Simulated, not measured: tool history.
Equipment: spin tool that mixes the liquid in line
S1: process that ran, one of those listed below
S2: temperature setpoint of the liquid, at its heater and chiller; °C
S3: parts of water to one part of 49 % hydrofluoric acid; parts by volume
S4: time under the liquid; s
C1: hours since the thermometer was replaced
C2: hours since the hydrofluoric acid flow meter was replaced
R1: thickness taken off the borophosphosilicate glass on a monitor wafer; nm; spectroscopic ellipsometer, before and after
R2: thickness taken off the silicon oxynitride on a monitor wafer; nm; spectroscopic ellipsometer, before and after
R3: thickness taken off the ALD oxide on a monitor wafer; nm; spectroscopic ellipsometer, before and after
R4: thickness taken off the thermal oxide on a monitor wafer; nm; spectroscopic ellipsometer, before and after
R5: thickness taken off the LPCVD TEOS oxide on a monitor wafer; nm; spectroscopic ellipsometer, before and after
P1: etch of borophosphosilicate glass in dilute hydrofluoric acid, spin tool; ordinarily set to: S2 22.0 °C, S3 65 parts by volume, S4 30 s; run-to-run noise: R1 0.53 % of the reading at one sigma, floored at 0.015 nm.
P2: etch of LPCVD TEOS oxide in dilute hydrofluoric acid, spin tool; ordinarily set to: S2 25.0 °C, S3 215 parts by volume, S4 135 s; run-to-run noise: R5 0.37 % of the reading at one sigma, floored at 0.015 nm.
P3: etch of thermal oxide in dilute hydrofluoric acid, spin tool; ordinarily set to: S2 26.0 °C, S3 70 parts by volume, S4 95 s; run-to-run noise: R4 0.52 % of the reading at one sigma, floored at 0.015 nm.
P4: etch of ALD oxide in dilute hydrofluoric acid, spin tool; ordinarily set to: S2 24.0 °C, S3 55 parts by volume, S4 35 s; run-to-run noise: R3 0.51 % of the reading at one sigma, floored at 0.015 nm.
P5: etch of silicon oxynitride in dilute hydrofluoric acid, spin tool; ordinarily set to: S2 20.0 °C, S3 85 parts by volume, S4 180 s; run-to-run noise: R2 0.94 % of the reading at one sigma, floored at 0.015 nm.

Run 1, hour 12.4: S1 P1, S2 22.0 °C, S3 65 parts by volume, S4 30 s; C1 649.5; C2 464.5. Result: R1 22.6040 nm.
Run 2, hour 22.9: S1 P1, S2 22.0 °C, S3 65 parts by volume, S4 30 s; C1 660.0; C2 475.0. Result: R1 22.8480 nm.
Run 3, hour 39.9: S1 P5, S2 28.0 °C, S3 85 parts by volume, S4 180 s; C1 677.0; C2 492.0. Result: R2 4.22340 nm.
Run 4, hour 51.4: S1 P4, S2 24.0 °C, S3 55 parts by volume, S4 35 s; C1 688.5; C2 503.5. Result: R3 8.8564 nm.
Run 5, hour 59.6: S1 P4, S2 24.0 °C, S3 55 parts by volume, S4 60 s; C1 696.7; C2 511.7. Result: R3 15.2550 nm.
Run 6, hour 71.8: S1 P1, S2 22.0 °C, S3 25 parts by volume, S4 30 s; C1 708.9; C2 523.9. Result: R1 61.6050 nm.
Run 7, hour 80.3: S1 P1, S2 22.0 °C, S3 100 parts by volume, S4 30 s; C1 717.4; C2 532.4. Result: R1 14.1290 nm.
Run 8, hour 97.2: S1 P5, S2 20.0 °C, S3 45 parts by volume, S4 180 s; C1 734.3; C2 549.3. Result: R2 5.60040 nm.
Run 9, hour 109.1: S1 P1, S2 17.0 °C, S3 65 parts by volume, S4 30 s; C1 746.2; C2 561.2. Result: R1 18.3930 nm.
Run 10, hour 121.2: S1 P1, S2 22.0 °C, S3 65 parts by volume, S4 60 s; C1 758.3; C2 573.3. Result: R1 45.1930 nm.
Run 11, hour 130.4: S1 P3, S2 26.0 °C, S3 70 parts by volume, S4 20 s; C1 767.5; C2 582.5. Result: R4 1.5038 nm.
Run 12, hour 143.3: S1 P4, S2 17.0 °C, S3 55 parts by volume, S4 35 s; C1 780.4; C2 595.4. Result: R3 6.6879 nm.
Run 13, hour 155.0: S1 P1, S2 22.0 °C, S3 65 parts by volume, S4 30 s; C1 792.1; C2 607.1. Result: R1 22.7710 nm.
Run 14, hour 164.4: S1 P1, S2 22.0 °C, S3 65 parts by volume, S4 15 s; C1 801.5; C2 616.5. Result: R1 11.2660 nm.
Run 15, hour 174.9: S1 P1, S2 22.0 °C, S3 65 parts by volume, S4 30 s; C1 812.0; C2 627.0. Result: R1 22.7450 nm.
Run 16, hour 190.5: S1 P2, S2 25.0 °C, S3 215 parts by volume, S4 135 s; C1 827.6; C2 642.6. Result: R5 17.1640 nm.
Run 17, hour 203.4: S1 P1, S2 22.0 °C, S3 110 parts by volume, S4 15 s; C1 840.5; C2 655.5. Result: R1 6.4243 nm.
Run 18, hour 216.5: S1 P5, S2 20.0 °C, S3 85 parts by volume, S4 180 s; C1 853.6; C2 668.6. Result: R2 2.93110 nm.
Run 19, hour 228.4: S1 P5, S2 20.0 °C, S3 85 parts by volume, S4 45 s; C1 865.5; C2 680.5. Result: R2 0.72984 nm.
Run 20, hour 243.2: S1 P1, S2 22.0 °C, S3 65 parts by volume, S4 30 s; C1 880.3; C2 695.3. Result: R1 22.6250 nm.
Run 21, hour 255.6: S1 P3, S2 33.5 °C, S3 70 parts by volume, S4 95 s; C1 892.7; C2 707.7. Result: R4 9.5703 nm.

The next listed run, before its measurement:
Run 22, hour 272.8: S1 P2, S2 25.0 °C, S3 390 parts by volume, S4 135 s; C1 909.9; C2 724.9. Result: R5 ?.

R5: 7.9736 nm
